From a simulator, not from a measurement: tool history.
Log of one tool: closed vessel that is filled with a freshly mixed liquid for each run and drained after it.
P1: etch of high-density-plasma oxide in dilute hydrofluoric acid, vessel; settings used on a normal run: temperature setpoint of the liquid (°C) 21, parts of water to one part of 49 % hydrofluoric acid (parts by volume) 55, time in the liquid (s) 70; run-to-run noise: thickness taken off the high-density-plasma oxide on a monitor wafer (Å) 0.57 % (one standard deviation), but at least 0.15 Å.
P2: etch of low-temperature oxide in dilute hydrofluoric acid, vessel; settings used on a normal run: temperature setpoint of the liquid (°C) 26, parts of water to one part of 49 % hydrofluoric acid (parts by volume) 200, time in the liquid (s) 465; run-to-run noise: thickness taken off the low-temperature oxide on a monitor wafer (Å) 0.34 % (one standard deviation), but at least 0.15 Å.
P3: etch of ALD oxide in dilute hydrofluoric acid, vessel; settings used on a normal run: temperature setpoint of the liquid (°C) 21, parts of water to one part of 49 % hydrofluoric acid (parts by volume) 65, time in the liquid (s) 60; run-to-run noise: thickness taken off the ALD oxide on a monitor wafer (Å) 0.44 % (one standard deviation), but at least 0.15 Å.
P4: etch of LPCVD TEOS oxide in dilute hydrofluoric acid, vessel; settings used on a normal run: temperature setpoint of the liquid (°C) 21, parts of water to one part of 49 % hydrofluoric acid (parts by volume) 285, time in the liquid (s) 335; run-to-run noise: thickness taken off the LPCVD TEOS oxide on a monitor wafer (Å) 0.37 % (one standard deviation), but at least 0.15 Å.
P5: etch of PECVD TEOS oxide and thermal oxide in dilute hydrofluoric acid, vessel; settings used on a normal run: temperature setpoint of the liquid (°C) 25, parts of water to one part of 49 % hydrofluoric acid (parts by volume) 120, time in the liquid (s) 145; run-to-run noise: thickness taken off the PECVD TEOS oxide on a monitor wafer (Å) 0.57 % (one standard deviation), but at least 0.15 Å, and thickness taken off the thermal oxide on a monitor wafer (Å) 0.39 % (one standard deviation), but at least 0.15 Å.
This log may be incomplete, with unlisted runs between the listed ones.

run,day,process that ran,temperature setpoint of the liquid (°C),parts of water to one part of 49 % hydrofluoric acid (parts by volume),time in the liquid (s),hours since the thermometer was replaced,hours since the hydrofluoric acid flow meter was replaced,thickness taken off the high-density-plasma oxide on a monitor wafer (Å),thickness taken off the low-temperature oxide on a monitor wafer (Å),thickness taken off the ALD oxide on a monitor wafer (Å),thickness taken off the LPCVD TEOS oxide on a monitor wafer (Å),thickness taken off the PECVD TEOS oxide on a monitor wafer (Å),thickness taken off the thermal oxide on a monitor wafer (Å)
1,0.129,P1,21,55,70,1334.6,1555.7,88.896,,,,,
2,0.238,P2,26,200,465,1337.2,1558.3,,359.76,,,,
3,0.433,P1,21,105,70,1341.9,1563,43.999,,,,,
4,0.596,P1,21,20,70,1345.8,1566.9,254.55,,,,,
5,0.708,P3,26.5,65,60,1348.5,1569.6,,,341.47,,,
6,0.871,P4,21,285,335,1352.4,1573.5,,,,488.92,,
7,1.083,P4,21,285,635,1357.5,1578.6,,,,930.07,,
8,1.242,P3,21,95,60,1361.3,1582.4,,,178.35,,,
9,1.446,P1,17,30,70,1366.2,1587.3,141.5,,,,,
10,1.667,P1,21,55,70,1371.5,1592.6,88.696,,,,,
11,1.862,P1,25,55,70,1376.2,1597.3,104.92,,,,,
12,2.079,P5,25,120,65,1381.4,1602.5,,,,,139.69,25.41
13,2.221,P3,21,65,60,1384.8,1605.9,,,272.8,,,
14,2.358,P2,26,200,465,1388.1,1609.2,,359.07,,,,
15,2.558,P4,21,50,335,1392.9,1614,,,,3562.2,,
16,2.704,P5,25,120,145,1396.4,1617.5,,,,,310.49,57.215
17,2.908,P1,21,55,70,1401.3,1622.4,89.234,,,,,
18,3.025,P1,21,55,30,1404.1,1625.2,38.416,,,,,
19,3.146,P1,21,55,130,1407,1628.1,164.94,,,,,
20,3.35,P5,32,120,145,1411.9,1633,,,,,404.11,73.942
21,3.483,P4,28.5,285,335,1415.1,1636.2,,,,636.42,,
22,3.638,P5,25,20,145,1418.8,1639.9,,,,,2132.4,389.46
23,3.788,P2,26,200,930,1422.4,1643.5,,724.47,,,,
24,3.996,P1,21,55,70,1427.4,1648.5,88.163,,,,,
25,4.212,P2,26,335,465,1432.6,1653.7,,187.6,,,,
26,4.35,P2,31.5,200,465,1435.9,1657,,436.61,,,,
27,4.45,P1,21,55,70,1438.3,1659.4,89.183,,,,,
28,4.596,P1,17,55,70,1441.8,1662.9,75.537,,,,,
29,4.788,P3,21,65,30,1446.4,1667.5,,,136.31,,,
30,4.996,P3,21,65,60,1451.4,1672.5,,,271.8,,,
31,5.208,P1,21,55,70,1456.5,1677.6,89.328,,,,,
32,5.396,P1,21,55,70,1461,1682.1,89.433,,,,,
33,5.529,P1,21,55,70,1464.2,1685.3,86.676,,,,,
34,5.704,P1,21,55,70,1468.4,1689.5,85.65,,,,,
35,5.9,P1,21,55,70,1473.1,1694.2,83.489,,,,,
36,6.033,P1,21,55,70,1476.3,1697.4,83.927,,,,,
37,6.146,P1,21,55,70,1479,1700.1,82.771,,,,,
38,6.362,P1,21,55,70,1484.2,1705.3,82.634,,,,,
39,6.542,P1,21,55,70,1488.5,1709.6,82.117,,,,,
40,6.733,P1,21,55,70,1493.1,1714.2,81.759,,,,,
41,6.883,P1,21,55,70,1496.7,1717.8,81.723,,,,,
42,6.996,P1,21,55,70,1499.4,1720.5,82.153,,,,,
43,7.133,P1,21,55,70,1502.7,1723.8,82.105,,,,,

The output of P1 has drifted from where it used to be. Each of the 2 causes below, taken at the size shown beside it, accounts for the log equally well:
A: liquid colder than its thermometer reads (K) = 1.91
B: hydrofluoric acid flow below the setpoint (%) = 7.28
The drift started at roughly day 5.396.

Which of the 4 check runs listed below separates the causes, so that each cause would produce a clearly different result? Each run uses one wafer, and its results are marked with question marks.
check 1,7.271,P3,25,65,60,,,,,?,,,
check 2,7.271,P5,31,55,145,,,,,,,?,?
check 3,7.271,P2,26,290,915,,,,?,,,,
check 4,7.271,P4,21,105,625,,,,,,?,,

What each check would give under each cause:
check,result,if A,if B
check 1,thickness taken off the ALD oxide on a monitor wafer (Å),296.56,295.19
check 2,thickness taken off the PECVD TEOS oxide on a monitor wafer (Å),864.58,857.89
check 2,thickness taken off the thermal oxide on a monitor wafer (Å),158.59,157.36
check 3,thickness taken off the low-temperature oxide on a monitor wafer (Å),416.05,402.63
check 4,thickness taken off the LPCVD TEOS oxide on a monitor wafer (Å),2748.8,2730.5
Distance between the nearest two causes, measured in the result of the check that separates them most: check 1 0.46 %; check 2 0.78 %; check 3 3.28 %; check 4 0.67 %
Check 3 distinguishes between the causes, while the remaining checks would return nearly the same result for all of them.

With check 3 done, the readings were: thickness taken off the low-temperature oxide on a monitor wafer (Å) 404.44. Identify which of the listed causes applies.

It was cause B: hydrofluoric acid flow below the setpoint (%).

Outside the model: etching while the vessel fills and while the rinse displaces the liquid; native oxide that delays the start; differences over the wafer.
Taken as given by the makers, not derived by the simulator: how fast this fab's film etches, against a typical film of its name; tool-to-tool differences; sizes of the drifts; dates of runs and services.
